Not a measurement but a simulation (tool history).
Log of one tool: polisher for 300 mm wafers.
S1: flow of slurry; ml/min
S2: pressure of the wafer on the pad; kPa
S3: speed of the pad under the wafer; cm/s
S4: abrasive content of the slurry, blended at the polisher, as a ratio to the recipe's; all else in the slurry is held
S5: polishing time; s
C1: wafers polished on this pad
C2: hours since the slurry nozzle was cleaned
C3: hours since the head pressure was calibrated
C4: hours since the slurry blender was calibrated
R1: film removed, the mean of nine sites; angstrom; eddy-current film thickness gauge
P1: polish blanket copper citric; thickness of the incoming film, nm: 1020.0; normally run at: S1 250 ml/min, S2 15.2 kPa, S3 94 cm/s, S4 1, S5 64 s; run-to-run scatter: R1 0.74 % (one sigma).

run	hour	S1	S2	S3	S4	S5	C1	C2	C3	C4	R1
1	4.6	250	15.2	94	1	64	144	455.1	695.6	48.5	1090.3
2	12.9	250	15.2	94	1	64	209	463.4	703.9	56.8	1105.4
# hour 16.2: head pressure recalibrated
3	19.3	250	15.2	94	1.45	64	259	469.8	3.1	63.2	1196.3
4	24.6	250	24.1	94	1	64	300	475.1	8.4	68.5	1715.1
5	31.7	250	15.2	44	1	64	355	482.2	15.5	75.6	534.06
6	39.4	250	15.2	94	1.25	98	415	489.9	23.2	83.3	1756.8
7	47.1	250	15.2	136	1	64	475	497.6	30.9	91	1579.9
8	53.3	335	15.2	94	1	64	524	503.8	37.1	97.2	1131.6
9	58.9	250	15.2	94	1	64	567	509.4	42.7	102.8	1087.5
10	64.3	250	11	94	1	64	610	514.8	48.1	108.2	799.15
11	72.9	250	15.2	94	1	43	677	523.4	56.7	116.8	738.09
12	78.5	345	23.4	94	1	64	720	529	62.3	122.4	1731.8
13	84.5	250	15.2	94	1	64	767	535	68.3	128.4	1103.2
14	91.6	250	15.2	94	1	64	822	542.1	75.4	135.5	1086.5
15	100.5	250	15.2	94	1	64	892	551	84.3	144.4	1090.5
16	109.3	250	15.2	94	1	96	960	559.8	93.1	153.2	1633.6
17	114.6	150	15.2	94	1	64	1002	565.1	98.4	158.5	1032.7

Run 18 comes next. What will it give?
18	123.1	250	15.2	94	0.65	64	1068	573.6	106.9	167	?

R1: 1006.3 angstrom

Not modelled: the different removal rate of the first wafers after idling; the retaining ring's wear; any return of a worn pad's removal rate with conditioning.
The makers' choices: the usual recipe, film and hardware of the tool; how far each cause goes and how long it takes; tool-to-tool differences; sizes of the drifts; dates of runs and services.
